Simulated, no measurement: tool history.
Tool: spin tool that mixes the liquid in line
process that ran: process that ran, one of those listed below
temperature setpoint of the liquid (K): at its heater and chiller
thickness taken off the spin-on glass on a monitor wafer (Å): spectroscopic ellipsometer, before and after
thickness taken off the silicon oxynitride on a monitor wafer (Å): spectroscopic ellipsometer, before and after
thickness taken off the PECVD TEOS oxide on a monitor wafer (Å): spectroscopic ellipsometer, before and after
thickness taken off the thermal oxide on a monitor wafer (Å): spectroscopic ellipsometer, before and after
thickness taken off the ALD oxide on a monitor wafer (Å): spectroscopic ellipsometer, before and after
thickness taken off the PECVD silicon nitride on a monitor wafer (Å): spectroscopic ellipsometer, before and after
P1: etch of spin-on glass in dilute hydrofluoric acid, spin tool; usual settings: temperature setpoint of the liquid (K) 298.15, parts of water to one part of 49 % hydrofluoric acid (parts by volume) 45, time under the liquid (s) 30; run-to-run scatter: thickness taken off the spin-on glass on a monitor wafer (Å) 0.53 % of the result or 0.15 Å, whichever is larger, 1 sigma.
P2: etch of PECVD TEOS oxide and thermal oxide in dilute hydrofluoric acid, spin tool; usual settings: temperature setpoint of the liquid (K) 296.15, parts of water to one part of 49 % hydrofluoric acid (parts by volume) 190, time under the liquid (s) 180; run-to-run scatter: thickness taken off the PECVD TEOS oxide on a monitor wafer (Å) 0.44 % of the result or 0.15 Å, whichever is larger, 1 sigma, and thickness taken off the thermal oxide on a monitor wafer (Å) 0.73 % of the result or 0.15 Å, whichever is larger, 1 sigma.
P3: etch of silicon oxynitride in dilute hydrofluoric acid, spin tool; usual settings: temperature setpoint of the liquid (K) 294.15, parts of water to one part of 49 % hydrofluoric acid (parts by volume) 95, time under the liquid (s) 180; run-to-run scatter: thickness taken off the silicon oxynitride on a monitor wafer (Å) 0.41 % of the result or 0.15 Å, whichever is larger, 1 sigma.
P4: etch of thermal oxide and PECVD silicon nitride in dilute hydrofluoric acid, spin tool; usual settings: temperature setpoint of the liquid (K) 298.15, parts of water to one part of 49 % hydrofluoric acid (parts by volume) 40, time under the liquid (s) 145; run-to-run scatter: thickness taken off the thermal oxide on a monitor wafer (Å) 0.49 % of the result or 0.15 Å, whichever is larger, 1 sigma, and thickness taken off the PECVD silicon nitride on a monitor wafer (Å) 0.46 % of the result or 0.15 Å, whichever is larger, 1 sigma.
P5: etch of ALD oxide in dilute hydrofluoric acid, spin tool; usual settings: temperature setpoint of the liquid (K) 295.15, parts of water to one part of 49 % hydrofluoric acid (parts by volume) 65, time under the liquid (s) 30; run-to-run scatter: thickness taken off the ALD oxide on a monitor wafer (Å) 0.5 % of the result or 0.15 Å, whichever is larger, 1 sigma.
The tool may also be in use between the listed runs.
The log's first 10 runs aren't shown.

run	hour	process that ran	temperature setpoint of the liquid (K)	parts of water to one part of 49 % hydrofluoric acid (parts by volume)	time under the liquid (s)	hours since the thermometer was replaced	hours since the hydrofluoric acid flow meter was replaced	thickness taken off the spin-on glass on a monitor wafer (Å)	thickness taken off the silicon oxynitride on a monitor wafer (Å)	thickness taken off the PECVD TEOS oxide on a monitor wafer (Å)	thickness taken off the thermal oxide on a monitor wafer (Å)	thickness taken off the ALD oxide on a monitor wafer (Å)	thickness taken off the PECVD silicon nitride on a monitor wafer (Å)
11	95.0	P3	294.15	95	90	423.3	854.4		30.262				
12	106.9	P5	302.15	65	30	435.2	866.3					105.710	
13	113.8	P2	296.15	80	180	442.1	873.2			380.660	98.738		
14	122.5	P3	301.65	95	180	450.8	881.9		86.768				
15	128.0	P1	298.15	25	30	456.3	887.4	751.37					
16	135.0	P1	298.15	45	30	463.3	894.4	407.36					
17	140.8	P1	292.15	45	30	469.1	900.2	317.91					
18	151.8	P1	298.15	45	30	480.1	911.2	406.88					
19	163.0	P1	298.15	45	30	491.3	922.4	406.49					
20	174.3	P4	298.15	40	145	502.6	933.7				200.270		133.720
21	182.5	P4	298.15	40	145	510.8	941.9				198.380		133.410
22	191.6	P1	298.15	45	30	519.9	951.0	407.08					
23	201.5	P1	298.15	45	15	529.8	960.9	202.37					
24	206.9	P2	296.15	190	180	535.2	966.3			141.090	36.175		
25	217.5	P2	296.15	190	55	545.8	976.9			43.311	11.238		
26	223.8	P1	298.15	75	15	552.1	983.2	117.55					
27	236.1	P4	298.15	20	145	564.4	995.5				408.330		259.950
28	247.2	P5	295.15	110	30	575.5	1006.6					44.888	
29	254.3	P3	294.15	95	180	582.6	1013.7		61.557				
# hour 259.0: thermometer replaced
30	266.5	P1	298.15	65	30	7.6	1025.9	271.63					
31	272.6	P1	306.65	45	30	13.7	1032.0	568.41					
32	281.6	P5	295.15	65	30	22.7	1041.0					79.727	
33	290.9	P4	292.15	40	145	32.0	1050.3				154.210		87.730
34	299.8	P1	298.15	45	30	40.9	1059.2	405.89					

Forecast run 35:
35	306.3	P1	298.15	45	30	47.4	1065.7	?					

{"run 35": {"thickness taken off the spin-on glass on a monitor wafer (Å)": 396.57}}

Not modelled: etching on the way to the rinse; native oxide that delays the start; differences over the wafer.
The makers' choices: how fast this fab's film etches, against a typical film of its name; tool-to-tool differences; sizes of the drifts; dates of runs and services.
